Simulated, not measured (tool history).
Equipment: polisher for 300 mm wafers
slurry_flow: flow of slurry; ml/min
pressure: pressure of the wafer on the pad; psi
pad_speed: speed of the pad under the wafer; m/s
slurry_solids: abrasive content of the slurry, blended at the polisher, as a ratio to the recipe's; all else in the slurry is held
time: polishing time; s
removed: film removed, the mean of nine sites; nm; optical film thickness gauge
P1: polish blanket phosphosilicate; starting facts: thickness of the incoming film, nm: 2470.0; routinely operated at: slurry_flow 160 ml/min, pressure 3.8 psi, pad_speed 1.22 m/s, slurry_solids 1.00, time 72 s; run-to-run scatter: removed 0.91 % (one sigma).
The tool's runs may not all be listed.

| run | hour | slurry_flow | pressure | pad_speed | slurry_solids | time | wafers polished on this pad | hours since the slurry nozzle was cleaned | hours since the head pressure was calibrated | hours since the slurry blender was calibrated | hours since the conditioning disc was replaced | removed |
|---|---|---|---|---|---|---|---|---|---|---|---|---|
| 1 | 8.9 | 160 | 3.8 | 1.22 | 1.00 | 72 | 294 | 229.5 | 90.8 | 229.2 | 381.2 | 862.16 |
| 2 | 14.5 | 160 | 3.8 | 1.22 | 0.55 | 72 | 334 | 235.1 | 96.4 | 234.8 | 386.8 | 628.50 |
| 3 | 20.6 | 160 | 3.8 | 1.22 | 1.00 | 72 | 377 | 241.2 | 102.5 | 240.9 | 392.9 | 857.59 |
| 4 | 32.0 | 95 | 3.8 | 1.22 | 1.00 | 72 | 458 | 252.6 | 113.9 | 252.3 | 404.3 | 767.27 |
| 5 | 42.2 | 160 | 3.8 | 1.22 | 1.00 | 72 | 530 | 262.8 | 124.1 | 262.5 | 414.5 | 869.63 |
| 6 | 53.0 | 160 | 3.8 | 1.22 | 1.00 | 72 | 606 | 273.6 | 134.9 | 273.3 | 425.3 | 860.88 |
| 7 | 65.2 | 160 | 3.8 | 1.72 | 1.00 | 72 | 693 | 285.8 | 147.1 | 285.5 | 437.5 | 1128.10 |
| 8 | 77.5 | 160 | 3.8 | 0.70 | 1.00 | 72 | 780 | 298.1 | 159.4 | 297.8 | 449.8 | 544.83 |
| 9 | 89.1 | 160 | 2.4 | 1.22 | 1.00 | 72 | 862 | 309.7 | 171.0 | 309.4 | 461.4 | 538.35 |
| 10 | 94.7 | 160 | 3.8 | 1.22 | 1.00 | 72 | 902 | 315.3 | 176.6 | 315.0 | 467.0 | 858.12 |
| 11 | 104.6 | 160 | 2.2 | 1.22 | 1.00 | 35 | 972 | 325.2 | 186.5 | 324.9 | 476.9 | 248.41 |
|  | 105.8 | head pressure recalibrated |
| 12 | 112.3 | 210 | 3.8 | 1.22 | 1.00 | 72 | 1027 | 332.9 | 6.5 | 332.6 | 484.6 | 896.09 |
| 13 | 123.1 | 160 | 3.8 | 1.22 | 1.00 | 36 | 1103 | 343.7 | 17.3 | 343.4 | 495.4 | 432.71 |
| 14 | 133.3 | 160 | 2.4 | 1.22 | 1.00 | 101 | 1176 | 353.9 | 27.5 | 353.6 | 505.6 | 763.48 |
| 15 | 145.2 | 160 | 3.8 | 1.22 | 1.00 | 72 | 1260 | 365.8 | 39.4 | 365.5 | 517.5 | 866.12 |
| 16 | 156.9 | 160 | 4.8 | 1.22 | 1.00 | 72 | 1343 | 377.5 | 51.1 | 377.2 | 529.2 | 1088.40 |
| 17 | 166.1 | 160 | 3.8 | 1.22 | 1.00 | 111 | 1408 | 386.7 | 60.3 | 386.4 | 538.4 | 1352.60 |
| 18 | 174.9 | 160 | 3.8 | 1.22 | 1.45 | 72 | 1470 | 395.5 | 69.1 | 395.2 | 547.2 | 1009.30 |
| 19 | 180.8 | 160 | 3.8 | 1.22 | 1.00 | 72 | 1512 | 401.4 | 75.0 | 401.1 | 553.1 | 866.39 |
| 20 | 187.9 | 160 | 3.8 | 1.22 | 1.00 | 72 | 1563 | 408.5 | 82.1 | 408.2 | 560.2 | 847.05 |
| 21 | 198.6 | 160 | 3.8 | 1.22 | 1.00 | 72 | 1638 | 419.2 | 92.8 | 418.9 | 570.9 | 838.10 |
| 22 | 206.7 | 160 | 3.8 | 1.22 | 1.00 | 72 | 1696 | 427.3 | 100.9 | 427.0 | 579.0 | 804.30 |
|  | 213.0 | conditioning disc replaced and pad reconditioned |
|  | 214.6 | worn pad replaced by a new one |
| 23 | 215.6 | 160 | 3.8 | 1.22 | 1.00 | 72 | 7 | 436.2 | 109.8 | 435.9 | 2.7 | 814.93 |
|  | 217.7 | slurry blender recalibrated |
| 24 | 223.8 | 160 | 3.8 | 1.22 | 1.00 | 72 | 65 | 444.4 | 118.0 | 6.2 | 10.9 | 794.35 |
| 25 | 232.1 | 160 | 3.8 | 1.22 | 1.00 | 72 | 124 | 452.7 | 126.3 | 14.5 | 19.2 | 804.04 |
| 26 | 239.0 | 160 | 3.8 | 1.22 | 1.00 | 72 | 173 | 459.6 | 133.2 | 21.4 | 26.1 | 798.75 |
| 27 | 247.8 | 160 | 3.8 | 1.22 | 1.00 | 72 | 235 | 468.4 | 142.0 | 30.2 | 34.9 | 797.69 |

P1 has crept away from where it was. The log is fitted equally well by each of these 2 causes, at the sizes shown:
A: slurry flow missing at the pad, % = 32.3
B: head's pressure below its setpoint, % = 7.39
Onset of the creep was near hour 180.8.
All other causes, with the reason each is excluded:
removal rate lost through wear of the pad, %: serviced at hour 214.6, after the drift had started, without restoring the earlier output
abrasive missing from the slurry, %: serviced at hour 217.7, after the drift had started, without restoring the earlier output
time polished since the conditioner stopped cutting, s: serviced at hour 213.0, after the drift had started, without restoring the earlier output

Which of the 4 check runs listed below, each an average over 3 wafers with its results shown as question marks, gives clearly different results under the different listed causes?
| check 1 | 256.6 | 95 | 3.8 | 1.22 | 1.00 | 72 |  |  |  |  |  | ? |
| check 2 | 256.6 | 160 | 3.8 | 1.46 | 1.00 | 72 |  |  |  |  |  | ? |
| check 3 | 256.6 | 160 | 3.8 | 0.84 | 1.00 | 90 |  |  |  |  |  | ? |
| check 4 | 256.6 | 160 | 3.8 | 1.46 | 1.20 | 72 |  |  |  |  |  | ? |

If the cause were each of the candidates in turn, the checks would give the following:
| check | result | if A | if B |
|---|---|---|---|
| check 1 | removed | 683.20 | 714.64 |
| check 2 | removed | 920.40 | 920.59 |
| check 3 | removed | 739.31 | 739.46 |
| check 4 | removed | 995.84 | 996.05 |
Per check, the gap between the least separated pair of causes, taken in the result that splits them most: check 1 4.5 %; check 2 0.02 %; check 3 0.02 %; check 4 0.02 %
The other checks would show nearly matching results whichever cause is true, so check 1 is the only one that separates the causes.

Check 1 was then run and gave: removed 685.79 nm. Which cause is it?

The correct cause is A, namely: slurry flow missing at the pad, %.
